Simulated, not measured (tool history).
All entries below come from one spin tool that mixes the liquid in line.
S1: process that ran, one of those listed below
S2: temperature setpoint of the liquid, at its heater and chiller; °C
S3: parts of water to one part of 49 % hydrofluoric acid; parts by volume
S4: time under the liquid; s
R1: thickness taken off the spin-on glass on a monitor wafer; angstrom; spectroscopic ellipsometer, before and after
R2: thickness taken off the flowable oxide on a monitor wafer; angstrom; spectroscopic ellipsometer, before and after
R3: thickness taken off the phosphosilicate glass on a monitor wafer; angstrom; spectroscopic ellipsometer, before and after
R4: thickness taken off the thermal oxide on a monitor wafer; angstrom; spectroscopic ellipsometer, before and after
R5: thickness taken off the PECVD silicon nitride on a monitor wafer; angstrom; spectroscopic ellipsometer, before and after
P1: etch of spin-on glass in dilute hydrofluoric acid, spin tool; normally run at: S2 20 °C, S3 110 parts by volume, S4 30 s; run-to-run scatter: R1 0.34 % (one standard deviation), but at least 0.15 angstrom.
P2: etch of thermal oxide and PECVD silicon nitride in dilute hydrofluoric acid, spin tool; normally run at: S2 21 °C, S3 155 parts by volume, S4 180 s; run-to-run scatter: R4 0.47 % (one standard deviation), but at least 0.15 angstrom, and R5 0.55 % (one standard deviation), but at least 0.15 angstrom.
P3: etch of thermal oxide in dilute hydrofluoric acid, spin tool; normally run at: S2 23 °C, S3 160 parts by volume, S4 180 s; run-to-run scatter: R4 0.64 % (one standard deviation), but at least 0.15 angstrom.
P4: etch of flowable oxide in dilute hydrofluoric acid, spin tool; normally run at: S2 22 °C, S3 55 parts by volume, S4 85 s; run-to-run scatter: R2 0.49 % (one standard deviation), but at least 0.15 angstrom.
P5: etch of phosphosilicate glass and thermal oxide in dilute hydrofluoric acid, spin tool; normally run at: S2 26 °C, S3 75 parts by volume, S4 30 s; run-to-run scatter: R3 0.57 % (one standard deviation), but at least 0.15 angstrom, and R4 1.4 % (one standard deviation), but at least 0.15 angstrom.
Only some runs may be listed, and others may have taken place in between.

{"run": 1, "hour": 3.5, "S1": "P1", "S2": 20, "S3": 110, "S4": 30, "R1": 79.735}
{"run": 2, "hour": 8.1, "S1": "P1", "S2": 20, "S3": 110, "S4": 30, "R1": 79.796}
{"run": 3, "hour": 12.8, "S1": "P4", "S2": 22, "S3": 55, "S4": 85, "R2": 502.7}
{"run": 4, "hour": 18.8, "S1": "P5", "S2": 32, "S3": 75, "S4": 30, "R3": 628.82, "R4": 25.767}
{"run": 5, "hour": 24.5, "S1": "P1", "S2": 20, "S3": 110, "S4": 15, "R1": 40.176}
{"run": 6, "hour": 30.5, "S1": "P5", "S2": 26, "S3": 75, "S4": 50, "R3": 832.49, "R4": 34.134}
{"run": 7, "hour": 34.6, "S1": "P3", "S2": 28, "S3": 160, "S4": 180, "R4": 56.449}
{"run": 8, "hour": 41.4, "S1": "P4", "S2": 22, "S3": 55, "S4": 40, "R2": 235.79}
{"run": 9, "hour": 48.8, "S1": "P1", "S2": 26, "S3": 110, "S4": 30, "R1": 100.66}
{"run": 10, "hour": 53.9, "S1": "P1", "S2": 17, "S3": 110, "S4": 30, "R1": 70.412}
{"run": 11, "hour": 58.4, "S1": "P4", "S2": 22, "S3": 85, "S4": 85, "R2": 313.01}
{"run": 12, "hour": 65.3, "S1": "P1", "S2": 20, "S3": 110, "S4": 30, "R1": 79.946}
{"run": 13, "hour": 69.9, "S1": "P1", "S2": 20, "S3": 110, "S4": 30, "R1": 79.123}
{"run": 14, "hour": 75.6, "S1": "P1", "S2": 20, "S3": 20, "S4": 30, "R1": 489.63}
{"run": 15, "hour": 80.0, "S1": "P3", "S2": 23, "S3": 160, "S4": 25, "R4": 6.3875}
{"run": 16, "hour": 84.5, "S1": "P1", "S2": 20, "S3": 165, "S4": 30, "R1": 50.691}
{"run": 17, "hour": 92.2, "S1": "P3", "S2": 23, "S3": 160, "S4": 180, "R4": 46.912}
{"run": 18, "hour": 99.0, "S1": "P1", "S2": 20, "S3": 110, "S4": 50, "R1": 132.28}
{"run": 19, "hour": 105.1, "S1": "P5", "S2": 26, "S3": 75, "S4": 30, "R3": 502.23, "R4": 20.731}
{"run": 20, "hour": 109.0, "S1": "P2", "S2": 21, "S3": 155, "S4": 180, "R4": 47.033, "R5": 38.216}
{"run": 21, "hour": 114.6, "S1": "P3", "S2": 23, "S3": 45, "S4": 180, "R4": 188.95}
{"run": 22, "hour": 119.0, "S1": "P1", "S2": 17, "S3": 185, "S4": 30, "R1": 38.92}
{"run": 23, "hour": 125.0, "S1": "P2", "S2": 21, "S3": 285, "S4": 180, "R4": 22.607, "R5": 21.161}
{"run": 24, "hour": 128.5, "S1": "P1", "S2": 20, "S3": 110, "S4": 30, "R1": 79.64}
{"run": 25, "hour": 135.5, "S1": "P2", "S2": 21, "S3": 155, "S4": 350, "R4": 91.459, "R5": 74.655}
{"run": 26, "hour": 140.0, "S1": "P2", "S2": 17, "S3": 155, "S4": 180, "R4": 39.948, "R5": 29.077}
{"hour": 141.1, "done": "thermometer replaced"}
{"run": 27, "hour": 146.3, "S1": "P4", "S2": 17, "S3": 55, "S4": 85, "R2": 405.22}
{"run": 28, "hour": 150.3, "S1": "P1", "S2": 20, "S3": 110, "S4": 30, "R1": 80.029}
{"run": 29, "hour": 156.4, "S1": "P5", "S2": 26, "S3": 125, "S4": 30, "R3": 280.21, "R4": 11.227}
{"run": 30, "hour": 160.9, "S1": "P1", "S2": 20, "S3": 110, "S4": 30, "R1": 80.187}
{"run": 31, "hour": 167.5, "S1": "P1", "S2": 20, "S3": 110, "S4": 30, "R1": 75.661}
{"run": 32, "hour": 172.3, "S1": "P1", "S2": 20, "S3": 110, "S4": 30, "R1": 75.124}
{"run": 33, "hour": 177.9, "S1": "P1", "S2": 20, "S3": 110, "S4": 30, "R1": 75.152}
{"run": 34, "hour": 184.1, "S1": "P1", "S2": 20, "S3": 110, "S4": 30, "R1": 74.262}
{"run": 35, "hour": 187.9, "S1": "P1", "S2": 20, "S3": 110, "S4": 30, "R1": 73.842}
{"run": 36, "hour": 195.1, "S1": "P1", "S2": 20, "S3": 110, "S4": 30, "R1": 74.0}

The log shows P1 creeping away from where it was. Any of the 2 causes listed here, at the size stated for it, fits the log just as well as the others:
A: liquid colder than its thermometer reads (K) = 1.84
B: hydrofluoric acid flow below the setpoint (%) = 6.5
At approximately hour 160.9, the process output began to creep.

Consider the 4 single-wafer check runs listed below, results given as question marks: which one distinguishes between the causes by giving clearly different results for each?
{"run": "check 1", "hour": 202.3, "S1": "P3", "S2": 23, "S3": 160, "S4": 180, "R4": "?"}
{"run": "check 2", "hour": 202.3, "S1": "P5", "S2": 26, "S3": 75, "S4": 30, "R3": "?", "R4": "?"}
{"run": "check 3", "hour": 202.3, "S1": "P4", "S2": 22, "S3": 55, "S4": 85, "R2": "?"}
{"run": "check 4", "hour": 202.3, "S1": "P2", "S2": 21, "S3": 155, "S4": 180, "R4": "?", "R5": "?"}

Outcome of each check run for each possible cause:
check=check_1 result=R4 if_A=43.4650 if_B=43.1140
check=check_2 result=R3 if_A=464.28 if_B=464.03
check=check_2 result=R4 if_A=19.0160 if_B=19.0060
check=check_3 result=R2 if_A=464.10 if_B=466.56
check=check_4 result=R4 if_A=43.4530 if_B=43.2090
check=check_4 result=R5 if_A=33.932 if_B=35.919
How far apart the two closest causes lie, in the result that separates them most: check 1 0.81 %; check 2 0.05 %; check 3 0.53 %; check 4 5.69 %
Only check 4 tells the causes apart: in the others they would give nearly the same result.

Here is what check 4 returned: R4 42.8790 angstrom; R5 35.918 angstrom. Which cause is it?

It was cause B: hydrofluoric acid flow below the setpoint (%).
